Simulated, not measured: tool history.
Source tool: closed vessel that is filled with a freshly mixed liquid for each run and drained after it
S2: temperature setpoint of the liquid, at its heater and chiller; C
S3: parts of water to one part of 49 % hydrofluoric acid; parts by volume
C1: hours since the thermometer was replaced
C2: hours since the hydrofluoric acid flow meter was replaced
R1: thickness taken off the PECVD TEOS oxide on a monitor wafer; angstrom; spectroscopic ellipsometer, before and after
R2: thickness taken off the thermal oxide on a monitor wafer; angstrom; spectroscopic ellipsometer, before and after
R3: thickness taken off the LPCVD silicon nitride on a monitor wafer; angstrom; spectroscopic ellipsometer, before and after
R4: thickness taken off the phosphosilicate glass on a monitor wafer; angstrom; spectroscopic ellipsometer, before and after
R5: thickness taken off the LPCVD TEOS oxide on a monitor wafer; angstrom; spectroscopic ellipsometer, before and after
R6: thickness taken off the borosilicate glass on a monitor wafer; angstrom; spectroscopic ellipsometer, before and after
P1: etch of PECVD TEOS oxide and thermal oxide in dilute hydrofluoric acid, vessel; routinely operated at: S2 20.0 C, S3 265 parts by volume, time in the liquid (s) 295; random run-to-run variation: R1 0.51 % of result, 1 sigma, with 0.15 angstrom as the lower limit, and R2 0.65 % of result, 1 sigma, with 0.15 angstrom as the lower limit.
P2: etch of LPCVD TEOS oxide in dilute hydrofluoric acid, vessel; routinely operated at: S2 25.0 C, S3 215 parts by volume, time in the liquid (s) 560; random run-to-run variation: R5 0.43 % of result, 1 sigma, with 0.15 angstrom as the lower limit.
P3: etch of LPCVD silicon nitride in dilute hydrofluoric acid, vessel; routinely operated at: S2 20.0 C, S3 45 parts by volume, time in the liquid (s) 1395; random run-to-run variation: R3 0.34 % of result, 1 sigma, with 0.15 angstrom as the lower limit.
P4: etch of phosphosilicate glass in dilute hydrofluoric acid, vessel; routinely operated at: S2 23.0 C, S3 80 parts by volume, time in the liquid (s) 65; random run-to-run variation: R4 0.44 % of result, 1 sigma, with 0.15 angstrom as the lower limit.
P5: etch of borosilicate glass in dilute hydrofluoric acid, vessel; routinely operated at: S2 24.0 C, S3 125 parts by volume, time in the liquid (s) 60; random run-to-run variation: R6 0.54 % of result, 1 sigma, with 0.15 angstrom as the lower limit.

{"run": 1, "day": 0.546, "process that ran": "P1", "S2": 20.0, "S3": 265, "time in the liquid (s)": 295, "C1": 1733.8, "C2": 78.5, "R1": 93.206, "R2": 40.964}
{"run": 2, "day": 0.892, "process that ran": "P3", "S2": 20.0, "S3": 45, "time in the liquid (s)": 1395, "C1": 1742.1, "C2": 86.8, "R3": 115.24}
{"run": 3, "day": 1.6, "process that ran": "P4", "S2": 23.0, "S3": 80, "time in the liquid (s)": 65, "C1": 1759.1, "C2": 103.8, "R4": 485.54}
{"run": 4, "day": 1.979, "process that ran": "P4", "S2": 23.0, "S3": 80, "time in the liquid (s)": 110, "C1": 1768.2, "C2": 112.9, "R4": 823.63}
{"run": 5, "day": 2.375, "process that ran": "P2", "S2": 25.0, "S3": 215, "time in the liquid (s)": 560, "C1": 1777.7, "C2": 122.4, "R5": 522.23}
{"run": 6, "day": 2.892, "process that ran": "P5", "S2": 29.0, "S3": 125, "time in the liquid (s)": 60, "C1": 1790.1, "C2": 134.8, "R6": 112.88}
{"day": 2.946, "done": "hydrofluoric acid flow meter replaced"}
{"run": 7, "day": 3.329, "process that ran": "P3", "S2": 20.0, "S3": 45, "time in the liquid (s)": 2260, "C1": 1800.6, "C2": 9.3, "R3": 186.72}
{"run": 8, "day": 3.992, "process that ran": "P3", "S2": 20.0, "S3": 75, "time in the liquid (s)": 1395, "C1": 1816.5, "C2": 25.2, "R3": 70.269}
{"run": 9, "day": 4.492, "process that ran": "P1", "S2": 26.0, "S3": 60, "time in the liquid (s)": 295, "C1": 1828.5, "C2": 37.2, "R1": 641.51, "R2": 286.9}
{"run": 10, "day": 5.229, "process that ran": "P4", "S2": 23.0, "S3": 80, "time in the liquid (s)": 65, "C1": 1846.2, "C2": 54.9, "R4": 486.29}
{"run": 11, "day": 5.788, "process that ran": "P1", "S2": 20.0, "S3": 265, "time in the liquid (s)": 295, "C1": 1859.6, "C2": 68.3, "R1": 93.081, "R2": 41.514}
{"run": 12, "day": 6.421, "process that ran": "P1", "S2": 20.0, "S3": 265, "time in the liquid (s)": 295, "C1": 1874.8, "C2": 83.5, "R1": 92.066, "R2": 40.878}
{"run": 13, "day": 7.121, "process that ran": "P1", "S2": 20.0, "S3": 265, "time in the liquid (s)": 295, "C1": 1891.6, "C2": 100.3, "R1": 92.147, "R2": 41.359}
{"run": 14, "day": 7.496, "process that ran": "P2", "S2": 25.0, "S3": 115, "time in the liquid (s)": 560, "C1": 1900.6, "C2": 109.3, "R5": 1095.3}
{"run": 15, "day": 7.9, "process that ran": "P4", "S2": 23.0, "S3": 140, "time in the liquid (s)": 65, "C1": 1910.3, "C2": 119.0, "R4": 258.12}
{"run": 16, "day": 8.538, "process that ran": "P3", "S2": 20.0, "S3": 45, "time in the liquid (s)": 1395, "C1": 1925.6, "C2": 134.3, "R3": 115.33}
{"run": 17, "day": 8.929, "process that ran": "P1", "S2": 20.0, "S3": 265, "time in the liquid (s)": 540, "C1": 1935.0, "C2": 143.7, "R1": 168.36, "R2": 75.087}
{"run": 18, "day": 9.475, "process that ran": "P1", "S2": 26.5, "S3": 265, "time in the liquid (s)": 295, "C1": 1948.1, "C2": 156.8, "R1": 116.29, "R2": 51.842}
{"run": 19, "day": 9.862, "process that ran": "P1", "S2": 20.0, "S3": 265, "time in the liquid (s)": 295, "C1": 1957.4, "C2": 166.1, "R1": 92.908, "R2": 41.089}
{"run": 20, "day": 10.354, "process that ran": "P1", "S2": 20.0, "S3": 480, "time in the liquid (s)": 295, "C1": 1969.2, "C2": 177.9, "R1": 42.36, "R2": 19.052}
{"run": 21, "day": 11.004, "process that ran": "P1", "S2": 20.0, "S3": 265, "time in the liquid (s)": 295, "C1": 1984.8, "C2": 193.5, "R1": 92.222, "R2": 41.131}
{"run": 22, "day": 11.621, "process that ran": "P5", "S2": 24.0, "S3": 45, "time in the liquid (s)": 60, "C1": 1999.6, "C2": 208.3, "R6": 286.85}
{"run": 23, "day": 11.996, "process that ran": "P2", "S2": 33.5, "S3": 215, "time in the liquid (s)": 560, "C1": 2008.6, "C2": 217.3, "R5": 697.4}
{"run": 24, "day": 12.708, "process that ran": "P1", "S2": 20.0, "S3": 265, "time in the liquid (s)": 30, "C1": 2025.7, "C2": 234.4, "R1": 9.4241, "R2": 4.1197}
{"run": 25, "day": 13.367, "process that ran": "P2", "S2": 25.0, "S3": 215, "time in the liquid (s)": 30, "C1": 2041.5, "C2": 250.2, "R5": 27.569}
{"run": 26, "day": 13.733, "process that ran": "P1", "S2": 20.0, "S3": 65, "time in the liquid (s)": 295, "C1": 2050.3, "C2": 259.0, "R1": 463.93, "R2": 206.16}
{"run": 27, "day": 14.308, "process that ran": "P3", "S2": 28.0, "S3": 45, "time in the liquid (s)": 1395, "C1": 2064.1, "C2": 272.8, "R3": 199.15}
{"run": 28, "day": 14.783, "process that ran": "P5", "S2": 24.0, "S3": 125, "time in the liquid (s)": 60, "C1": 2075.5, "C2": 284.2, "R6": 94.18}
{"run": 29, "day": 15.475, "process that ran": "P5", "S2": 24.0, "S3": 125, "time in the liquid (s)": 30, "C1": 2092.1, "C2": 300.8, "R6": 46.928}
{"run": 30, "day": 16.238, "process that ran": "P1", "S2": 17.0, "S3": 265, "time in the liquid (s)": 295, "C1": 2110.4, "C2": 319.1, "R1": 82.558, "R2": 36.83}
{"run": 31, "day": 16.954, "process that ran": "P1", "S2": 20.0, "S3": 265, "time in the liquid (s)": 295, "C1": 2127.6, "C2": 336.3, "R1": 92.335, "R2": 40.415}
{"run": 32, "day": 17.325, "process that ran": "P4", "S2": 30.5, "S3": 80, "time in the liquid (s)": 65, "C1": 2136.5, "C2": 345.2, "R4": 654.74}
{"run": 33, "day": 17.708, "process that ran": "P1", "S2": 20.0, "S3": 265, "time in the liquid (s)": 295, "C1": 2145.7, "C2": 354.4, "R1": 92.488, "R2": 41.346}
{"run": 34, "day": 18.45, "process that ran": "P1", "S2": 20.0, "S3": 265, "time in the liquid (s)": 295, "C1": 2163.5, "C2": 372.2, "R1": 88.731, "R2": 39.52}
{"run": 35, "day": 19.008, "process that ran": "P1", "S2": 20.0, "S3": 265, "time in the liquid (s)": 295, "C1": 2176.9, "C2": 385.6, "R1": 87.151, "R2": 38.432}
{"run": 36, "day": 19.571, "process that ran": "P1", "S2": 20.0, "S3": 265, "time in the liquid (s)": 295, "C1": 2190.4, "C2": 399.1, "R1": 86.491, "R2": 38.867}
{"run": 37, "day": 19.962, "process that ran": "P1", "S2": 20.0, "S3": 265, "time in the liquid (s)": 295, "C1": 2199.8, "C2": 408.5, "R1": 85.934, "R2": 38.357}
{"run": 38, "day": 20.608, "process that ran": "P1", "S2": 20.0, "S3": 265, "time in the liquid (s)": 295, "C1": 2215.3, "C2": 424.0, "R1": 85.883, "R2": 38.773}
{"run": 39, "day": 21.042, "process that ran": "P1", "S2": 20.0, "S3": 265, "time in the liquid (s)": 295, "C1": 2225.7, "C2": 434.4, "R1": 84.328, "R2": 38.232}
{"run": 40, "day": 21.417, "process that ran": "P1", "S2": 20.0, "S3": 265, "time in the liquid (s)": 295, "C1": 2234.7, "C2": 443.4, "R1": 85.436, "R2": 37.786}
{"run": 41, "day": 21.912, "process that ran": "P1", "S2": 20.0, "S3": 265, "time in the liquid (s)": 295, "C1": 2246.6, "C2": 455.3, "R1": 84.302, "R2": 37.8}
{"run": 42, "day": 22.588, "process that ran": "P1", "S2": 20.0, "S3": 265, "time in the liquid (s)": 295, "C1": 2262.8, "C2": 471.5, "R1": 85.277, "R2": 37.918}

P1 no longer gives what it gave before; its output has crept away from where it was. The following 2 causes, each at its listed size, fit the log equally well:
A: hydrofluoric acid flow below the setpoint (%) = 6.43
B: liquid colder than its thermometer reads (K) = 2.21
At approximately day 17.708, the process output began to creep.

Each of the 4 check runs below uses one wafer; its results are left as question marks. Which run tells the causes apart?
{"run": "check 1", "day": 23.262, "process that ran": "P4", "S2": 23.0, "S3": 140, "time in the liquid (s)": 100, "R4": "?"}
{"run": "check 2", "day": 23.262, "process that ran": "P3", "S2": 20.0, "S3": 75, "time in the liquid (s)": 1920, "R3": "?"}
{"run": "check 3", "day": 23.262, "process that ran": "P2", "S2": 30.5, "S3": 215, "time in the liquid (s)": 155, "R5": "?"}
{"run": "check 4", "day": 23.262, "process that ran": "P5", "S2": 24.0, "S3": 125, "time in the liquid (s)": 30, "R6": "?"}

Outcome of each check run for each possible cause:
check=check_1 result=R4 if_A=368.10 if_B=364.59
check=check_2 result=R3 if_A=90.533 if_B=82.868
check=check_3 result=R5 if_A=160.910 if_B=162.230
check=check_4 result=R6 if_A=43.375 if_B=42.928
How far apart the two closest causes lie, in the result that separates them most: check 1 0.96 %; check 2 8.85 %; check 3 0.82 %; check 4 1.03 %
Of the check runs offered, only check 2 discriminates between the causes; the rest would read about the same regardless of which cause applies.

After running check 2, the following was obtained: R3 90.464 angstrom. Which cause does this point to?

Of the candidate causes, it is A: hydrofluoric acid flow below the setpoint (%).
